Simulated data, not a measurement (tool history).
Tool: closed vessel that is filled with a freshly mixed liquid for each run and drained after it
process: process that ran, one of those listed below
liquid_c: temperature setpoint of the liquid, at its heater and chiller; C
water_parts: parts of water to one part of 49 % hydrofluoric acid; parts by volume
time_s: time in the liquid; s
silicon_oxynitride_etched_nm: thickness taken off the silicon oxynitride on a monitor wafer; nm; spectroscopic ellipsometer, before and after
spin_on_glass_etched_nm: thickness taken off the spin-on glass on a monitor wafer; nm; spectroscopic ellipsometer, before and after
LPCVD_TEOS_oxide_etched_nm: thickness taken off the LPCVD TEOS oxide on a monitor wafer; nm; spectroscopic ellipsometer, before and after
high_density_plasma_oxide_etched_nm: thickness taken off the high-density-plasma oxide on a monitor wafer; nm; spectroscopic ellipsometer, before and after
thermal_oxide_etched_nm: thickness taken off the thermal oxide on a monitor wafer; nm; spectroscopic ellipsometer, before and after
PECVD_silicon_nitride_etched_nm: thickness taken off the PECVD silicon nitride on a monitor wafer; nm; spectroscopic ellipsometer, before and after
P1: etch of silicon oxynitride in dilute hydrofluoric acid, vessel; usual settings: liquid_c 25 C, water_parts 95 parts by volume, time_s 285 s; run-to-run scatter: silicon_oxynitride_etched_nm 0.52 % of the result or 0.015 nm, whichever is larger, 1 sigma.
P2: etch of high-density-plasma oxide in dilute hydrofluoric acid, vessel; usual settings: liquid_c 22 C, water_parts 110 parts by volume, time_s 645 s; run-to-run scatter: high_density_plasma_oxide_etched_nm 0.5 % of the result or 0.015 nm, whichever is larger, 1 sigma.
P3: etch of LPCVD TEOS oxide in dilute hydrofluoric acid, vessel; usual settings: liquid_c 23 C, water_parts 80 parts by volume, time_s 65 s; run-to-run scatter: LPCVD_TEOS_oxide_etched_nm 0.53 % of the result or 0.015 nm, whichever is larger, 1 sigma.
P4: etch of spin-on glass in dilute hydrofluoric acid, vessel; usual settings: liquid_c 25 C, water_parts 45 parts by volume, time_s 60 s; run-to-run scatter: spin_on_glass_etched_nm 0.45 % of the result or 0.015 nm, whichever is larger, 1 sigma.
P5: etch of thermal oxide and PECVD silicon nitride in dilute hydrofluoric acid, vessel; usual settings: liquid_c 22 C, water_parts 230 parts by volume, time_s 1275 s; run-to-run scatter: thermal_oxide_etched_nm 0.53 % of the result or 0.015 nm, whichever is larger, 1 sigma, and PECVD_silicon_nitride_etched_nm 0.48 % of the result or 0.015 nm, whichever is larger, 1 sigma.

run     day  process  liquid_c  water_parts  time_s  silicon_oxynitride_etched_nm  spin_on_glass_etched_nm  LPCVD_TEOS_oxide_etched_nm  high_density_plasma_oxide_etched_nm  thermal_oxide_etched_nm  PECVD_silicon_nitride_etched_nm
  1   0.412       P1        25           95     285                        15.166
  2   0.904       P1        25           95      85                         4.485
  3   1.221       P4        25           45      95                                                 97.718
  4   1.558       P1        25          135     285                        10.265
  5   1.871       P3        23           80      65                                                                             31.949
  6   2.175       P1      29.5           95     285                        18.597
  7   2.658       P3        23           80      30                                                                             14.648
  8   2.946       P1        25           40      50                         6.635
  9    3.35       P3      27.5           80      65                                                                             37.814
 10   3.629       P2        17          110     645                                                                                                                  21.979
 11   4.088       P1        25           95     285                        15.123
 12   4.396       P4        25           45      60                                                 61.317
 13   4.662       P2        22          110    1260                                                                                                                  52.878
 14   5.154       P4      19.5           45      60                                                 48.746
 15   5.629       P5        17          230    1275                                                                                                                                           17.494                           13.703
 16   5.871       P1        25           95     285                        15.078
 17   6.346       P3        23           45      65                                                                             59.293
 18   6.671       P1      20.5           45     285                        26.662
 19   6.992       P1        25           95     285                        15.214
 20   7.375       P1        25           95     285                        15.148
 21   7.683       P1        25           25     285                        60.936
 22   8.175       P2        22          110     645                                                                                                                   27.09
 23     8.6       P1        25           95     500                        26.711
      8.879  -- hydrofluoric acid flow meter replaced
 24   9.071       P4        25           80      60                                                 33.162
 25   9.496       P5        22          230    1275                                                                                                                                           21.244                           19.196
 26   9.921       P1      19.5           95     285                        11.572
 27  10.446       P1        25           95     285                        15.249
 28  10.704       P2        22           45     645                                                                                                                  71.526

Forecast run 29:
 29  11.083       P5        22           55    1275                                                                                                                                                ?                                ?

thermal_oxide_etched_nm: 106.74 nm
PECVD_silicon_nitride_etched_nm: 77.202 nm
